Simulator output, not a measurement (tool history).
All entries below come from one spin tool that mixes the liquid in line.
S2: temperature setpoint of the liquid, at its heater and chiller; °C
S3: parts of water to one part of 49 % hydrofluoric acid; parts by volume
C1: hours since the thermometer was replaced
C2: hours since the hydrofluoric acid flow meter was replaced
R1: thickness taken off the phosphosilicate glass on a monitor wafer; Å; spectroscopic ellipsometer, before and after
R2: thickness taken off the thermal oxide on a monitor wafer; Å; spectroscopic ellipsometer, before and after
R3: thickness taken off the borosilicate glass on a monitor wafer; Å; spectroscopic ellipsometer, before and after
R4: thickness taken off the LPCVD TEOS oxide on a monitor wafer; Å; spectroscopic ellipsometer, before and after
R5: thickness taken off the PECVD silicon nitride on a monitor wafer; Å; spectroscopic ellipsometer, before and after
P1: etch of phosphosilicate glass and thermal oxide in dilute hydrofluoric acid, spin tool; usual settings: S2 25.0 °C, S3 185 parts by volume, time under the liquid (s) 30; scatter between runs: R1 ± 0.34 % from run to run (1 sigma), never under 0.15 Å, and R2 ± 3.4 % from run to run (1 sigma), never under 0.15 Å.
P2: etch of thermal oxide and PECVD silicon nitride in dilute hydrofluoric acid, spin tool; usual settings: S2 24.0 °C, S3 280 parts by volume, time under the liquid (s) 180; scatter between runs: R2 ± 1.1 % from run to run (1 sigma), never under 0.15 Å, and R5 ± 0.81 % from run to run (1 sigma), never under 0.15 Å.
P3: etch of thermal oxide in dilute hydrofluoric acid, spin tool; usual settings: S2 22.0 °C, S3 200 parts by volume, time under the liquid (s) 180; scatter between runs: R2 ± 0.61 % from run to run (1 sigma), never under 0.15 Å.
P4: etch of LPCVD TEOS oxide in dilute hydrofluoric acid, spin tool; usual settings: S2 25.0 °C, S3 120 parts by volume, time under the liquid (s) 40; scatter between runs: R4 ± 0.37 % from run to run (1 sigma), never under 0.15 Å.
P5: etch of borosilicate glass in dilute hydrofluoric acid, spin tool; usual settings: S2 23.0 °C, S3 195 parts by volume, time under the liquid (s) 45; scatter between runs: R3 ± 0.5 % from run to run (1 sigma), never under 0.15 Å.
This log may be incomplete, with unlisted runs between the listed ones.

Run 1, hour 9.4: process that ran P1, S2 25.0 °C, S3 185 parts by volume, time under the liquid (s) 30; C1 502.4; C2 281.4. Result: R1 118.570 Å, R2 7.4303 Å.
Run 2, hour 18.7: process that ran P1, S2 20.5 °C, S3 185 parts by volume, time under the liquid (s) 30; C1 511.7; C2 290.7. Result: R1 100.660 Å, R2 5.5945 Å.
Run 3, hour 25.7: process that ran P1, S2 25.0 °C, S3 185 parts by volume, time under the liquid (s) 30; C1 518.7; C2 297.7. Result: R1 118.690 Å, R2 7.0871 Å.
Run 4, hour 39.0: process that ran P5, S2 23.0 °C, S3 30 parts by volume, time under the liquid (s) 45; C1 532.0; C2 311.0. Result: R3 370.760 Å.
At hour 39.8: hydrofluoric acid flow meter replaced.
Run 5, hour 48.5: process that ran P1, S2 25.0 °C, S3 265 parts by volume, time under the liquid (s) 30; C1 541.5; C2 8.8. Result: R1 75.775 Å, R2 4.4644 Å.
Run 6, hour 58.0: process that ran P3, S2 22.0 °C, S3 200 parts by volume, time under the liquid (s) 70; C1 551.0; C2 18.3. Result: R2 13.2100 Å.
Run 7, hour 70.3: process that ran P1, S2 25.0 °C, S3 185 parts by volume, time under the liquid (s) 60; C1 563.3; C2 30.6. Result: R1 238.550 Å, R2 14.0840 Å.
Run 8, hour 82.1: process that ran P1, S2 25.0 °C, S3 90 parts by volume, time under the liquid (s) 30; C1 575.1; C2 42.4. Result: R1 275.360 Å, R2 15.6190 Å.
Run 9, hour 91.8: process that ran P5, S2 23.0 °C, S3 195 parts by volume, time under the liquid (s) 45; C1 584.8; C2 52.1. Result: R3 47.561 Å.
Run 10, hour 99.6: process that ran P3, S2 22.0 °C, S3 200 parts by volume, time under the liquid (s) 180; C1 592.6; C2 59.9. Result: R2 34.8630 Å.
Run 11, hour 113.8: process that ran P4, S2 30.5 °C, S3 120 parts by volume, time under the liquid (s) 40; C1 606.8; C2 74.1. Result: R4 205.660 Å.
Run 12, hour 124.3: process that ran P3, S2 22.0 °C, S3 360 parts by volume, time under the liquid (s) 180; C1 617.3; C2 84.6. Result: R2 16.6950 Å.
Run 13, hour 131.9: process that ran P2, S2 24.0 °C, S3 280 parts by volume, time under the liquid (s) 180; C1 624.9; C2 92.2. Result: R2 24.5040 Å, R5 32.499 Å.
Run 14, hour 140.1: process that ran P3, S2 22.0 °C, S3 200 parts by volume, time under the liquid (s) 180; C1 633.1; C2 100.4. Result: R2 34.5300 Å.
Run 15, hour 149.7: process that ran P4, S2 25.0 °C, S3 120 parts by volume, time under the liquid (s) 40; C1 642.7; C2 110.0. Result: R4 168.230 Å.
Run 16, hour 159.8: process that ran P2, S2 32.0 °C, S3 280 parts by volume, time under the liquid (s) 180; C1 652.8; C2 120.1. Result: R2 31.4030 Å, R5 51.760 Å.
Run 17, hour 169.0: process that ran P1, S2 25.0 °C, S3 185 parts by volume, time under the liquid (s) 30; C1 662.0; C2 129.3. Result: R1 118.970 Å, R2 7.0387 Å.
Run 18, hour 175.4: process that ran P1, S2 25.0 °C, S3 185 parts by volume, time under the liquid (s) 15; C1 668.4; C2 135.7. Result: R1 59.697 Å, R2 3.4237 Å.
Run 19, hour 182.5: process that ran P1, S2 25.0 °C, S3 185 parts by volume, time under the liquid (s) 30; C1 675.5; C2 142.8. Result: R1 119.880 Å, R2 7.1850 Å.
Run 20, hour 195.7: process that ran P1, S2 17.0 °C, S3 185 parts by volume, time under the liquid (s) 50; C1 688.7; C2 156.0. Result: R1 145.960 Å, R2 8.5785 Å.
Run 21, hour 209.3: process that ran P2, S2 24.0 °C, S3 70 parts by volume, time under the liquid (s) 180; C1 702.3; C2 169.6. Result: R2 123.9100 Å, R5 126.380 Å.
Run 22, hour 222.4: process that ran P4, S2 25.0 °C, S3 215 parts by volume, time under the liquid (s) 40; C1 715.4; C2 182.7. Result: R4 83.978 Å.
Run 23, hour 230.5: process that ran P1, S2 25.0 °C, S3 185 parts by volume, time under the liquid (s) 30; C1 723.5; C2 190.8. Result: R1 118.530 Å, R2 6.5498 Å.
Run 24, hour 240.4: process that ran P2, S2 24.0 °C, S3 280 parts by volume, time under the liquid (s) 310; C1 733.4; C2 200.7. Result: R2 41.1720 Å, R5 55.535 Å.
Run 25, hour 250.4: process that ran P5, S2 23.0 °C, S3 195 parts by volume, time under the liquid (s) 15; C1 743.4; C2 210.7. Result: R3 15.890 Å.
Run 26, hour 261.8: process that ran P4, S2 25.0 °C, S3 120 parts by volume, time under the liquid (s) 15; C1 754.8; C2 222.1. Result: R4 63.467 Å.
Run 27, hour 274.1: process that ran P5, S2 23.0 °C, S3 195 parts by volume, time under the liquid (s) 45; C1 767.1; C2 234.4. Result: R3 47.288 Å.
Run 28, hour 285.3: process that ran P3, S2 29.5 °C, S3 200 parts by volume, time under the liquid (s) 180; C1 778.3; C2 245.6. Result: R2 45.9180 Å.
Run 29, hour 293.7: process that ran P5, S2 17.0 °C, S3 195 parts by volume, time under the liquid (s) 45; C1 786.7; C2 254.0. Result: R3 37.674 Å.
Run 30, hour 306.2: process that ran P1, S2 29.5 °C, S3 185 parts by volume, time under the liquid (s) 30; C1 799.2; C2 266.5. Result: R1 139.760 Å, R2 8.2062 Å.
Run 31, hour 316.8: process that ran P1, S2 25.0 °C, S3 185 parts by volume, time under the liquid (s) 30; C1 809.8; C2 277.1. Result: R1 119.530 Å, R2 6.8319 Å.
Run 32, hour 330.9: process that ran P1, S2 25.0 °C, S3 185 parts by volume, time under the liquid (s) 30; C1 823.9; C2 291.2. Result: R1 115.740 Å, R2 6.5869 Å.
Run 33, hour 340.6: process that ran P1, S2 25.0 °C, S3 185 parts by volume, time under the liquid (s) 30; C1 833.6; C2 300.9. Result: R1 115.100 Å, R2 6.8640 Å.
Run 34, hour 348.8: process that ran P1, S2 25.0 °C, S3 185 parts by volume, time under the liquid (s) 30; C1 841.8; C2 309.1. Result: R1 113.330 Å, R2 6.5812 Å.
Run 35, hour 361.4: process that ran P1, S2 25.0 °C, S3 185 parts by volume, time under the liquid (s) 30; C1 854.4; C2 321.7. Result: R1 112.930 Å, R2 6.8344 Å.
Run 36, hour 373.5: process that ran P1, S2 25.0 °C, S3 185 parts by volume, time under the liquid (s) 30; C1 866.5; C2 333.8. Result: R1 112.680 Å, R2 6.6999 Å.
Run 37, hour 387.8: process that ran P1, S2 25.0 °C, S3 185 parts by volume, time under the liquid (s) 30; C1 880.8; C2 348.1. Result: R1 113.440 Å, R2 6.7722 Å.
Run 38, hour 398.7: process that ran P1, S2 25.0 °C, S3 185 parts by volume, time under the liquid (s) 30; C1 891.7; C2 359.0. Result: R1 113.090 Å, R2 6.5190 Å.
Run 39, hour 406.1: process that ran P1, S2 25.0 °C, S3 185 parts by volume, time under the liquid (s) 30; C1 899.1; C2 366.4. Result: R1 112.240 Å, R2 6.6174 Å.

Compared with where it was, what P1 gives has crept away. Each cause listed below fits the log as well as the rest, at the size given for it:
A: hydrofluoric acid flow below the setpoint (%) = 4.59
B: liquid colder than its thermometer reads (K) = 1.53
Creep in the process output first set in at about hour 316.8.

Which of the check runs below tells the causes apart, meaning the causes would give it clearly different results? Each run uses 2 wafers whose results are averaged, and each result is shown as a question mark.
Run check 1, hour 413.5: process that ran P2, S2 24.0 °C, S3 95 parts by volume, time under the liquid (s) 265. Result: R2 ?, R5 ?.
Run check 2, hour 413.5: process that ran P5, S2 19.0 °C, S3 195 parts by volume, time under the liquid (s) 45. Result: R3 ?.
Run check 3, hour 413.5: process that ran P4, S2 28.5 °C, S3 120 parts by volume, time under the liquid (s) 40. Result: R4 ?.
Run check 4, hour 413.5: process that ran P3, S2 27.5 °C, S3 280 parts by volume, time under the liquid (s) 180. Result: R2 ?.

How each check would come out, cause by cause:
  check  result      if A      if B
check 1      R2  123.2600  122.2000
check 1      R5   132.190   125.070
check 2      R3    38.359    38.190
check 3      R4   181.670   181.120
check 4      R2   26.2160   26.4600
Smallest distance between any two causes, each pair judged by its most separating result, in per cent: check 1 5.53 %; check 2 0.44 %; check 3 0.31 %; check 4 0.93 %
Check 1 tells the causes apart: in the others they would give nearly the same result.

Then check 1 was run and gave: R2 120.8900 Å; R5 124.150 Å. Which cause is it?

B is the cause: liquid colder than its thermometer reads (K).
